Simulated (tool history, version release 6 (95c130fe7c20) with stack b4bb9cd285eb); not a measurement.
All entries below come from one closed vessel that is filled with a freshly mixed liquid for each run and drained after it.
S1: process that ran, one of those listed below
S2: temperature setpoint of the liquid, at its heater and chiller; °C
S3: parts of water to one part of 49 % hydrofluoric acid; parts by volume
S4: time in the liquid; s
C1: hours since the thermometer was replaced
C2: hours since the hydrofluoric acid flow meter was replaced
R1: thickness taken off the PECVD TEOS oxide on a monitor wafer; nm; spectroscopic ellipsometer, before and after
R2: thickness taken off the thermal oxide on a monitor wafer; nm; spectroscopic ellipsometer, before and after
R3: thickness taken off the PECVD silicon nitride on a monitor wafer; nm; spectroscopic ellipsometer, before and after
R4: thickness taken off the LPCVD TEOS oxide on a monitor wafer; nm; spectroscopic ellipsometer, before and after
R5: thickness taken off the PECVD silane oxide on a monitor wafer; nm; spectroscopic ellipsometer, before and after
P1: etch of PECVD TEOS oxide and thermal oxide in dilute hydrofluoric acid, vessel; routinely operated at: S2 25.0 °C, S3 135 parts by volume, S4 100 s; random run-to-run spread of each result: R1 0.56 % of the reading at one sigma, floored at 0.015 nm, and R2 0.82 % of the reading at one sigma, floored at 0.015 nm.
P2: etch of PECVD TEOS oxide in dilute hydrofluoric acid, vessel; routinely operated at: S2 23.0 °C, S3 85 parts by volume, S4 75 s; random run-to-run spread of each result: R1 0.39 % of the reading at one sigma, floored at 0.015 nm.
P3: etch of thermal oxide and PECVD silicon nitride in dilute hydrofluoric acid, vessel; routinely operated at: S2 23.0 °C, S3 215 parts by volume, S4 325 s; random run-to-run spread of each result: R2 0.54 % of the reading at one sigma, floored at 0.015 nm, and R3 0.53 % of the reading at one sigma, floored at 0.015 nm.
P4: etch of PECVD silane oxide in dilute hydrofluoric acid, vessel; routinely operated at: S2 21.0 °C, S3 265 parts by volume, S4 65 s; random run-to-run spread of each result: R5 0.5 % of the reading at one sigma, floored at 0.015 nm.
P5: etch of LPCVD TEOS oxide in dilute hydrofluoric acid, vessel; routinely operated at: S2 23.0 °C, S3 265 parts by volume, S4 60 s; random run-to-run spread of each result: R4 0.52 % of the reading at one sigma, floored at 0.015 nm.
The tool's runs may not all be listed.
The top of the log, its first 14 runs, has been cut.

run,hour,S1,S2,S3,S4,C1,C2,R1,R2,R3,R4,R5
15,176.9,P5,23.0,265,60,1202.5,548.7,,,,10.3570,
16,187.0,P1,25.0,45,100,1212.6,558.8,34.6640,11.17100,,,
17,197.3,P3,23.0,215,325,1222.9,569.1,,6.09260,5.6404,,
18,210.8,P5,23.0,265,60,1236.4,582.6,,,,10.3190,
19,217.4,P1,25.0,135,155,1243.0,589.2,15.7010,5.03760,,,
20,230.1,P1,25.0,135,50,1255.7,601.9,5.1677,1.62110,,,
21,242.6,P3,23.0,40,325,1268.2,614.4,,40.49900,29.3730,,
22,252.7,P4,21.0,265,65,1278.3,624.5,,,,,5.3300
23,263.1,P3,30.0,215,325,1288.7,634.9,,7.93020,8.5632,,
24,275.8,P3,23.0,215,90,1301.4,647.6,,1.69600,1.5297,,
25,288.7,P1,17.0,135,100,1314.3,660.5,7.4367,2.40760,,,
26,300.3,P4,25.5,265,65,1325.9,672.1,,,,,6.3528
27,315.1,P1,25.0,215,100,1340.7,686.9,5.8778,1.92110,,,
28,327.9,P1,31.0,135,100,1353.5,699.7,12.9420,4.12050,,,
29,342.3,P5,17.5,265,60,1367.9,714.1,,,,8.4797,
30,352.3,P1,25.0,135,100,1377.9,724.1,10.2870,3.31410,,,
31,365.2,P1,25.0,135,100,1390.8,737.0,10.0180,3.27870,,,
32,372.0,P1,25.0,135,100,1397.6,743.8,9.8957,3.21380,,,
33,384.7,P1,25.0,135,100,1410.3,756.5,9.7992,3.18530,,,
34,391.9,P1,25.0,135,100,1417.5,763.7,9.7689,3.13510,,,
35,399.2,P1,25.0,135,100,1424.8,771.0,9.6530,3.14970,,,
36,409.6,P1,25.0,135,100,1435.2,781.4,9.7385,3.10570,,,
37,420.8,P1,25.0,135,100,1446.4,792.6,9.6727,3.08200,,,
38,431.3,P1,25.0,135,100,1456.9,803.1,9.7316,3.13220,,,
39,438.5,P1,25.0,135,100,1464.1,810.3,9.5879,3.13630,,,

Run 40, settings as shown, results not yet in. Your forecast:
40,451.5,P1,25.0,135,100,1477.1,823.3,?,?,,,

{"run 40": {"R1": 9.5715, "R2": 3.0955}}

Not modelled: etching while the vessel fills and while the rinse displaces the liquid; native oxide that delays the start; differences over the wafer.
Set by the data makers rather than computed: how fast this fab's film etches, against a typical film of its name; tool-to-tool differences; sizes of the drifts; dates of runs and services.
